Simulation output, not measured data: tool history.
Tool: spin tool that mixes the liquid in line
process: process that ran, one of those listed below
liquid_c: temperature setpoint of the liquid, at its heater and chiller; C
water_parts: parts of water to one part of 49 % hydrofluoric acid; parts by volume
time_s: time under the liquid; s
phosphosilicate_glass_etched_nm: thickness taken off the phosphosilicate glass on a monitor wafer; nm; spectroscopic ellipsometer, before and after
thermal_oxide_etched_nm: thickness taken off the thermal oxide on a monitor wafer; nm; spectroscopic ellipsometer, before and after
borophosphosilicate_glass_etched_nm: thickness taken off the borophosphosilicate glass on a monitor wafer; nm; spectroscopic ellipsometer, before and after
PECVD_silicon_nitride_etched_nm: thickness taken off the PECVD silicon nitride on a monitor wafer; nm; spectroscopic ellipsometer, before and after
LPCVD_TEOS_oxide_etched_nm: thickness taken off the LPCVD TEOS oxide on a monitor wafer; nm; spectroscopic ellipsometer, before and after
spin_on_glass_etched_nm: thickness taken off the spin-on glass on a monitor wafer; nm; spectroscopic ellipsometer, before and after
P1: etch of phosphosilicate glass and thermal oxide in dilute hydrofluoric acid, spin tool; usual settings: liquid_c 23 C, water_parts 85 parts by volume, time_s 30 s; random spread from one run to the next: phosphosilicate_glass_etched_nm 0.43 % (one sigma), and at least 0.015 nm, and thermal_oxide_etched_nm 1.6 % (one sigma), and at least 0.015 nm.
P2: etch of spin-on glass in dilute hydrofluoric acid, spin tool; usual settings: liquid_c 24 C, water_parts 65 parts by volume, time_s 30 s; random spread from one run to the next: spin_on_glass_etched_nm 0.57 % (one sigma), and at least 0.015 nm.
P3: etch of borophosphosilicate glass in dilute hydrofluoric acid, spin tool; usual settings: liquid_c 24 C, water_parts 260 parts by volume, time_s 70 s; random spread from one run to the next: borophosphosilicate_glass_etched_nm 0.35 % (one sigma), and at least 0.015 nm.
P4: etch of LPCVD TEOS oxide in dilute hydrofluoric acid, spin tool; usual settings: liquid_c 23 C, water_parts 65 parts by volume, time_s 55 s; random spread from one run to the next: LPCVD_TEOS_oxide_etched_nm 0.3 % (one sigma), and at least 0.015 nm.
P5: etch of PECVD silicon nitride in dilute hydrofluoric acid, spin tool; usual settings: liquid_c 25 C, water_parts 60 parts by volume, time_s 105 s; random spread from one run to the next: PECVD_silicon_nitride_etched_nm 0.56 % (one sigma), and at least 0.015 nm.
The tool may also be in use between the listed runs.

run	hour	process	liquid_c	water_parts	time_s	hours since the thermometer was replaced	hours since the hydrofluoric acid flow meter was replaced	phosphosilicate_glass_etched_nm	thermal_oxide_etched_nm	borophosphosilicate_glass_etched_nm	PECVD_silicon_nitride_etched_nm	LPCVD_TEOS_oxide_etched_nm	spin_on_glass_etched_nm
1	7.3	P1	23	85	30	1336	1514.2	52.409	1.5315				
2	17.9	P3	24	50	70	1346.6	1524.8			68.983			
3	24.7	P5	31	60	105	1353.4	1531.6				12.584		
4	37.6	P4	23	65	55	1366.3	1544.5					17.607	
5	50.7	P1	23	85	30	1379.4	1557.6	52.495	1.5858				
6	63.1	P2	24	65	55	1391.8	1570						31.318
7	76.4	P5	25	30	105	1405.1	1583.3				16.564		
# hour 86.8: hydrofluoric acid flow meter replaced
8	88.4	P5	25	60	105	1417.1	1.6				8.4819		
9	97.5	P1	23	85	15	1426.2	10.7	26.108	0.81125				
10	108.2	P3	24	260	70	1436.9	21.4			10.442			
11	115	P3	24	260	70	1443.7	28.2			10.417			
12	127.8	P4	29.5	65	55	1456.5	41					22.773	
13	137.2	P1	23	85	60	1465.9	50.4	104.35	3.0914				
14	145	P3	32	260	70	1473.7	58.2			13.604			
15	157	P1	23	85	30	1485.7	70.2	52.082	1.5397				
16	169	P1	17	85	30	1497.7	82.2	40.796	1.231				
17	177.5	P1	23	135	30	1506.2	90.7	31.015	0.92317				
18	190.1	P5	25	60	15	1518.8	103.3				1.1887		
19	203.2	P4	23	65	25	1531.9	116.4					8.0062	
20	213.4	P2	24	105	30	1542.1	126.6						10.068
21	223	P2	24	65	30	1551.7	136.2						16.977
22	236.4	P2	17.5	65	30	1565.1	149.6						13.022
23	247.9	P4	23	20	55	1576.6	161.1					60.914	
24	255.6	P2	24	65	30	1584.3	168.8						17.11
25	261.7	P1	17	85	15	1590.4	174.9	20.413	0.61314				
26	269.6	P4	23	65	55	1598.3	182.8					17.638	
27	276.8	P1	23	85	30	1605.5	190	52.135	1.5914				
28	284.8	P1	28.5	85	30	1613.5	198	65.032	1.9396				
29	294	P1	18	85	15	1622.7	207.2	21.155	0.62749				
30	300.4	P1	23	85	30	1629.1	213.6	52.416	1.5932				
31	309.7	P3	24	260	125	1638.4	222.9			18.546			
32	319.1	P1	23	40	30	1647.8	232.3	118.31	3.6052				
33	326.6	P1	23	85	30	1655.3	239.8	52.002	1.5794				
34	338.8	P1	23	85	30	1667.5	252	53.777	1.6124				
35	346.2	P1	23	85	30	1674.9	259.4	54.545	1.617				
36	353.3	P1	23	85	30	1682	266.5	54.958	1.6609				
37	365.2	P1	23	85	30	1693.9	278.4	55.06	1.6841				
38	371.3	P1	23	85	30	1700	284.5	55.581	1.6114				
39	381.3	P1	23	85	30	1710	294.5	55.223	1.6582				
40	394.7	P1	23	85	30	1723.4	307.9	55.344	1.6368				

P1 has crept away from where it was. The log is fitted equally well by each of these 2 causes, at the sizes shown:
A: hydrofluoric acid flow above the setpoint (%) = 5.37
B: liquid hotter than its thermometer reads (K) = 1.44
The creep began at about hour 326.6.

Which of the check runs below tells the causes apart, meaning the causes would give it clearly different results? Each run uses 5 wafers whose results are averaged, and each result is shown as a question mark.
check 1	408.1	P4	28.5	35	55							?	
check 2	408.1	P2	24	90	30								?
check 3	408.1	P5	25	60	15						?		
check 4	408.1	P3	24	110	70					?			

Check results expected under each cause:
check	result	if A	if B
check 1	LPCVD_TEOS_oxide_etched_nm	45.146	45.273
check 2	spin_on_glass_etched_nm	12.712	12.699
check 3	PECVD_silicon_nitride_etched_nm	1.2704	1.3275
check 4	borophosphosilicate_glass_etched_nm	30.767	30.678
Gap, in per cent, between the two causes that each check separates least, read from the result that separates them most: check 1 0.28 %; check 2 0.1 %; check 3 4.39 %; check 4 0.29 %
Check 3 distinguishes between the causes, while the remaining checks would return nearly the same result for all of them.

Then check 3 was run and gave: PECVD_silicon_nitride_etched_nm 1.2715 nm. Which cause is it?

It is A: hydrofluoric acid flow above the setpoint (%).
